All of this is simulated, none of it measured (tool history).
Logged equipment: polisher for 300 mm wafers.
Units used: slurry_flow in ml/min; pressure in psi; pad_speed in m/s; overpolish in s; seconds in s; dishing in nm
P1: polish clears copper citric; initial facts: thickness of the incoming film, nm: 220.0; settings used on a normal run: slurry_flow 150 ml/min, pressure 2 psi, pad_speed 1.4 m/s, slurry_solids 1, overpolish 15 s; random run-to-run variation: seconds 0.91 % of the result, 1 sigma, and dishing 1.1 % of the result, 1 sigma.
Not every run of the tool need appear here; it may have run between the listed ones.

| run | day | slurry_flow | pressure | pad_speed | slurry_solids | overpolish | wafers polished on this pad | hours since the slurry nozzle was cleaned | hours since the head pressure was calibrated | hours since the slurry blender was calibrated | seconds | dishing |
|---|---|---|---|---|---|---|---|---|---|---|---|---|
| 1 | 0.346 | 150 | 2 | 1.4 | 1 | 15 | 511 | 435.5 | 855.9 | 81.4 | 107.28 | 21.953 |
| 2 | 0.654 | 150 | 3.1 | 1.4 | 0.7 | 15 | 571 | 442.9 | 863.3 | 88.8 | 76.559 | 30.753 |
| 3 | 0.904 | 150 | 0.9 | 1.4 | 1 | 15 | 618 | 448.9 | 869.3 | 94.8 | 229 | 10.553 |
| 4 | 1.233 | 150 | 2 | 1.4 | 1.25 | 15 | 681 | 456.8 | 877.2 | 102.7 | 103.52 | 23.023 |
| 5 | 1.538 | 150 | 1.4 | 1.4 | 0.75 | 15 | 740 | 464.1 | 884.5 | 110 | 162.33 | 14.814 |
| 6 | 1.9 | 150 | 2 | 1.4 | 0.6 | 15 | 809 | 472.8 | 893.2 | 118.7 | 119.03 | 19.768 |
| 7 | 2.175 | 150 | 2 | 1.4 | 1 | 4 | 862 | 479.4 | 899.8 | 125.3 | 107.61 | 6.3323 |
| 8 | 2.467 | 150 | 2 | 1.8 | 1 | 15 | 918 | 486.4 | 906.8 | 132.3 | 85.413 | 27.744 |
| 9 | 2.708 | 150 | 2 | 0.8 | 1 | 15 | 964 | 492.2 | 912.6 | 138.1 | 185.54 | 13.363 |
| 10 | 3.096 | 90 | 2 | 1.4 | 1 | 15 | 1038 | 501.5 | 921.9 | 147.4 | 121.78 | 19.946 |
| 11 | 3.529 | 150 | 2 | 1.4 | 1 | 22 | 1121 | 511.9 | 932.3 | 157.8 | 108.99 | 31.084 |
| 12 | 3.992 | 150 | 2 | 1.4 | 1 | 15 | 1210 | 523 | 943.4 | 168.9 | 107.33 | 21.785 |
| 13 | 4.371 | 150 | 2 | 1.4 | 1 | 15 | 1282 | 532.1 | 952.5 | 178 | 108.47 | 21.88 |
| 14 | 4.6 | 150 | 2 | 1.4 | 1 | 15 | 1326 | 537.6 | 958 | 183.5 | 106.75 | 21.878 |
| 15 | 4.912 | 150 | 2 | 1.4 | 1 | 15 | 1386 | 545.1 | 965.5 | 191 | 107.78 | 21.948 |
| 16 | 5.4 | 150 | 2 | 1.4 | 1 | 15 | 1480 | 556.8 | 977.2 | 202.7 | 108.17 | 22.195 |
| 17 | 5.879 | 150 | 3 | 1.4 | 1 | 15 | 1571 | 568.3 | 988.7 | 214.2 | 72.502 | 31.913 |
| 18 | 6.329 | 90 | 2 | 1.4 | 1 | 7 | 1657 | 579.1 | 999.5 | 225 | 120.66 | 9.7493 |
| 19 | 6.746 | 215 | 2 | 1.4 | 1 | 15 | 1737 | 589.1 | 1009.5 | 235 | 100.71 | 22.779 |
| 20 | 7.029 | 150 | 2 | 1.4 | 1 | 15 | 1792 | 595.9 | 1016.3 | 241.8 | 108.29 | 21.865 |
| 21 | 7.308 | 150 | 2 | 1.4 | 1 | 15 | 1845 | 602.6 | 1023 | 248.5 | 109.52 | 21.723 |
| 22 | 7.796 | 150 | 2 | 1.4 | 1 | 15 | 1938 | 614.3 | 1034.7 | 260.2 | 113.76 | 21.409 |
| 23 | 8.154 | 150 | 2 | 1.4 | 1 | 15 | 2007 | 622.9 | 1043.3 | 268.8 | 113.29 | 20.721 |
| 24 | 8.658 | 150 | 2 | 1.4 | 1 | 15 | 2104 | 635 | 1055.4 | 280.9 | 113.09 | 20.524 |
| 25 | 9.017 | 150 | 2 | 1.4 | 1 | 15 | 2172 | 643.6 | 1064 | 289.5 | 116.91 | 20.635 |
|  | 9.212 | slurry blender recalibrated |
|  | 9.304 | head pressure recalibrated |
| 26 | 9.429 | 150 | 2 | 1.4 | 1 | 15 | 2251 | 653.5 | 3 | 5.3 | 116.65 | 20.831 |
| 27 | 9.85 | 150 | 2 | 1.4 | 1 | 15 | 2332 | 663.6 | 13.1 | 15.4 | 117.32 | 20.169 |
| 28 | 10.096 | 150 | 2 | 1.4 | 1 | 15 | 2379 | 669.5 | 19 | 21.3 | 116.68 | 20.098 |
| 29 | 10.417 | 150 | 2 | 1.4 | 1 | 15 | 2440 | 677.2 | 26.7 | 29 | 115.56 | 20.385 |
| 30 | 10.733 | 150 | 2 | 1.4 | 1 | 15 | 2501 | 684.8 | 34.3 | 36.6 | 116.65 | 20.304 |
| 31 | 11.217 | 150 | 2 | 1.4 | 1 | 15 | 2594 | 696.4 | 45.9 | 48.2 | 118.29 | 19.916 |

Compared with where it was, what P1 gives has crept away. Each cause listed below fits the log as well as the rest, at the size given for it:
A: removal rate lost through wear of the pad, % = 9.02
B: slurry flow missing at the pad, % = 36
Creep in the process output first set in at about day 7.029.
The rest of the possible causes, and what rules out each one:
head's pressure below its setpoint, %: serviced at day 9.304, after the drift had started, without restoring the earlier output
abrasive missing from the slurry, %: serviced at day 9.212, after the drift had started, without restoring the earlier output

Of the 4 check runs below, each run on 2 wafers with the results averaged and each result still a question mark, which one would tell the listed causes apart?
| check 1 | 11.7 | 150 | 1.1 | 1.4 | 0.75 | 15 |  |  |  |  | ? | ? |
| check 2 | 11.7 | 90 | 2 | 1.4 | 0.65 | 15 |  |  |  |  | ? | ? |
| check 3 | 11.7 | 150 | 2.6 | 1.4 | 1 | 5 |  |  |  |  | ? | ? |
| check 4 | 11.7 | 150 | 2 | 1.74 | 1 | 15 |  |  |  |  | ? | ? |

What every check run would give for each of its results, assuming each possible cause in turn:
| check | result | if A | if B |
|---|---|---|---|
| check 1 | seconds | 223.59 | 223.54 |
| check 1 | dishing | 10.922 | 10.924 |
| check 2 | seconds | 144.53 | 152.33 |
| check 2 | dishing | 16.746 | 15.939 |
| check 3 | seconds | 91.451 | 91.433 |
| check 3 | dishing | 9.1201 | 9.1217 |
| check 4 | seconds | 95.568 | 95.55 |
| check 4 | dishing | 24.523 | 24.528 |
Per check, the gap between the least separated pair of causes, taken in the result that splits them most: check 1 0.02 %; check 2 5.26 %; check 3 0.02 %; check 4 0.02 %
Only in check 2 would the causes give clearly different results; in the remaining checks their results would be nearly the same.

Then check 2 was run and gave: seconds 151.46 s; dishing 15.982 nm. Which cause is it?

It is B: slurry flow missing at the pad, %.
